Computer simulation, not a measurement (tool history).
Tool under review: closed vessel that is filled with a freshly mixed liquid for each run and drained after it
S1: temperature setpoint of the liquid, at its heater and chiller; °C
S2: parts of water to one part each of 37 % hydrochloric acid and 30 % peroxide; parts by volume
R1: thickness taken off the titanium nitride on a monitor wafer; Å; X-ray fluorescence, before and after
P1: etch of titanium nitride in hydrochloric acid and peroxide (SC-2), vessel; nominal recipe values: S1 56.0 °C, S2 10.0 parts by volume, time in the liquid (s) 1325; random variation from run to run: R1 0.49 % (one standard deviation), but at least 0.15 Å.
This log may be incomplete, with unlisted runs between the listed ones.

Run 1, hour 17.2: S1 56.0 °C, S2 10.0 parts by volume, time in the liquid (s) 1325. Result: R1 354.47 Å.
Run 2, hour 26.6: S1 56.0 °C, S2 10.0 parts by volume, time in the liquid (s) 1325. Result: R1 356.14 Å.
Run 3, hour 37.4: S1 56.0 °C, S2 10.0 parts by volume, time in the liquid (s) 2260. Result: R1 600.44 Å.
Run 4, hour 54.5: S1 56.0 °C, S2 10.0 parts by volume, time in the liquid (s) 1325. Result: R1 354.36 Å.
Run 5, hour 65.3: S1 56.0 °C, S2 10.0 parts by volume, time in the liquid (s) 1325. Result: R1 357.59 Å.
Run 6, hour 80.3: S1 56.0 °C, S2 10.0 parts by volume, time in the liquid (s) 1325. Result: R1 353.16 Å.
Run 7, hour 91.4: S1 56.0 °C, S2 4.0 parts by volume, time in the liquid (s) 1325. Result: R1 705.49 Å.
Run 8, hour 106.2: S1 56.0 °C, S2 17.5 parts by volume, time in the liquid (s) 1325. Result: R1 218.45 Å.
Run 9, hour 118.2: S1 70.5 °C, S2 10.0 parts by volume, time in the liquid (s) 1325. Result: R1 861.24 Å.
Run 10, hour 130.0: S1 42.5 °C, S2 10.0 parts by volume, time in the liquid (s) 1325. Result: R1 142.98 Å.
At hour 133.3: thermometer replaced.
Run 11, hour 143.3: S1 45.5 °C, S2 7.0 parts by volume, time in the liquid (s) 1325. Result: R1 235.78 Å.
Run 12, hour 157.8: S1 56.0 °C, S2 10.0 parts by volume, time in the liquid (s) 590. Result: R1 156.32 Å.
Run 13, hour 168.2: S1 56.0 °C, S2 10.0 parts by volume, time in the liquid (s) 1325. Result: R1 354.78 Å.
Run 14, hour 176.2: S1 56.0 °C, S2 10.0 parts by volume, time in the liquid (s) 1325. Result: R1 345.99 Å.
Run 15, hour 185.7: S1 56.0 °C, S2 10.0 parts by volume, time in the liquid (s) 1325. Result: R1 337.29 Å.
Run 16, hour 202.4: S1 56.0 °C, S2 10.0 parts by volume, time in the liquid (s) 1325. Result: R1 332.02 Å.
Run 17, hour 219.0: S1 56.0 °C, S2 10.0 parts by volume, time in the liquid (s) 1325. Result: R1 327.74 Å.
Run 18, hour 231.8: S1 56.0 °C, S2 10.0 parts by volume, time in the liquid (s) 1325. Result: R1 324.35 Å.
Run 19, hour 243.7: S1 56.0 °C, S2 10.0 parts by volume, time in the liquid (s) 1325. Result: R1 320.01 Å.
At hour 247.8: new drum of peroxide connected.
Run 20, hour 256.2: S1 56.0 °C, S2 10.0 parts by volume, time in the liquid (s) 1325. Result: R1 321.97 Å.
Run 21, hour 264.3: S1 56.0 °C, S2 10.0 parts by volume, time in the liquid (s) 1325. Result: R1 320.27 Å.
Run 22, hour 277.4: S1 56.0 °C, S2 10.0 parts by volume, time in the liquid (s) 1325. Result: R1 318.24 Å.
Run 23, hour 291.4: S1 56.0 °C, S2 10.0 parts by volume, time in the liquid (s) 1325. Result: R1 317.44 Å.

The log shows P1 creeping away from where it was. Any of the 2 causes listed here, at the size stated for it, fits the log just as well as the others:
A: liquid colder than its thermometer reads (K) = 1.59
B: chemicals flow below the setpoint (%) = 11.5
The process output started creeping at around hour 168.2.
Why every other cause is out:
peroxide weaker than its label (%): serviced at hour 247.8, after the change had begun; the process did not return to its earlier output

Each of the check runs listed below is run on 2 wafers and reports their average, with the results left as question marks. Pick the one under which the possible causes would lead to clearly different results.
Run check 1, hour 305.4: S1 44.0 °C, S2 17.5 parts by volume, time in the liquid (s) 1325. Result: R1 ?.
Run check 2, hour 305.4: S1 48.0 °C, S2 17.0 parts by volume, time in the liquid (s) 1325. Result: R1 ?.
Run check 3, hour 305.4: S1 56.0 °C, S2 7.0 parts by volume, time in the liquid (s) 2195. Result: R1 ?.
Run check 4, hour 305.4: S1 42.5 °C, S2 4.0 parts by volume, time in the liquid (s) 1325. Result: R1 ?.

Predicted outcomes, by check and by cause:
  check  result     if A     if B
check 1      R1   87.478   87.506
check 2      R1  118.340  118.090
check 3      R1  704.630  709.130
check 4      R1  255.870  263.280
Smallest distance between any two causes, each pair judged by its most separating result, in per cent: check 1 0.03 %; check 2 0.21 %; check 3 0.64 %; check 4 2.86 %
Check 4 tells the causes apart: in the others they would give nearly the same result.

Then check 4 was run and gave: R1 264.370 Å. Which cause is it?

B is the cause: chemicals flow below the setpoint (%).

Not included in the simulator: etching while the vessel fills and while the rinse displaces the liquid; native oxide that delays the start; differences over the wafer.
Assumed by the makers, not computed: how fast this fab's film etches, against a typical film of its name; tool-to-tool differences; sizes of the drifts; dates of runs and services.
